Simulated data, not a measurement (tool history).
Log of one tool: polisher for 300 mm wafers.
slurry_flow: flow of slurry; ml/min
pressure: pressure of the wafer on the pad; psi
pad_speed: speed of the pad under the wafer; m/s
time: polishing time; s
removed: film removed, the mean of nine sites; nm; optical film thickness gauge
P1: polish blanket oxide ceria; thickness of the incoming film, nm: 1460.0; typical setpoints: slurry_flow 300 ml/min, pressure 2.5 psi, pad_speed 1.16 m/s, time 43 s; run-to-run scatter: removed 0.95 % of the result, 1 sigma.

run   hour  slurry_flow  pressure  pad_speed  time  removed
  1   16.8          300       2.5       1.16    43  145.730
  2   29.8          300       2.5       1.16    68  234.370
  3   41.9          300       2.5       1.16    43  145.840
  4   53.2          300       2.5       1.16    43  146.860
  5   63.3          180       2.5       1.16    43  139.200
  6   79.7          300       2.5       1.16    43  148.080
  7   90.1          470       2.5       1.16    43  151.680
  8  101.3          300       2.5       1.16    43  146.850
  9  111.6          390       2.5       1.16    66  230.780
 10  119.4          300       2.5       1.82    43  228.830
 11  129.4          300       2.5       1.16    26   89.038
 12  145.7          300       1.1       1.16    43   63.778
 13  162.1          300       2.5       1.16    43  142.950
 14  173.6          300       3.8       1.16    43  223.390
 15  187.0          300       2.5       0.62    20   36.064
 16  200.3          300       2.5       0.70    43   87.970
 17  211.1          300       2.5       1.16    43  144.900
 18  218.7          300       2.5       1.16    43  145.110
 19  233.5          300       2.5       1.16    43  144.680
 20  243.3          300       2.5       1.16    43  141.850
 21  253.3          300       2.5       1.16    43  139.340
     253.8  -- worn pad replaced by a new one
 22  263.9          300       2.5       1.16    43  140.010
 23  276.5          300       2.5       1.16    43  138.630
 24  285.9          300       2.5       1.16    43  139.140
 25  298.7          300       2.5       1.16    43  136.880
 26  310.7          300       2.5       1.16    43  137.560
 27  319.5          300       2.5       1.16    43  137.650

Compared with where it was, what P1 gives has crept away. Each cause listed below fits the log as well as the rest, at the size given for it:
A: slurry flow missing at the pad, % = 36.7
B: head's pressure below its setpoint, % = 5.02
At approximately hour 211.1, the process output began to creep.
Each remaining cause and why it is not a fit:
removal rate lost through wear of the pad, %: serviced at hour 253.8, after the change had begun; the process did not return to its earlier output

The list below offers 4 check runs, each averaging the results of 5 wafers, and shows each result as a question mark. For which of them would the listed causes give clearly different results?
check 1  328.3          180       2.5       1.16    43        ?
check 2  328.3          300       2.5       1.76    43        ?
check 3  328.3          300       3.5       1.16    64        ?
check 4  328.3          300       1.2       1.16    43        ?

Outcome of each check run for each possible cause:
  check   result     if A     if B
check 1  removed  126.860  130.920
check 2  removed  210.730  210.720
check 3  removed  289.410  289.400
check 4  removed   66.668   66.666
Distance between the nearest two causes, measured in the result of the check that separates them most: check 1 3.15 %; check 2 0 %; check 3 0 %; check 4 0 %
Only check 1 tells the causes apart: in the others they would give nearly the same result.

The results of check 1 are: removed 127.340 nm. Based on these, which of the listed causes is it?

It was cause A: slurry flow missing at the pad, %.

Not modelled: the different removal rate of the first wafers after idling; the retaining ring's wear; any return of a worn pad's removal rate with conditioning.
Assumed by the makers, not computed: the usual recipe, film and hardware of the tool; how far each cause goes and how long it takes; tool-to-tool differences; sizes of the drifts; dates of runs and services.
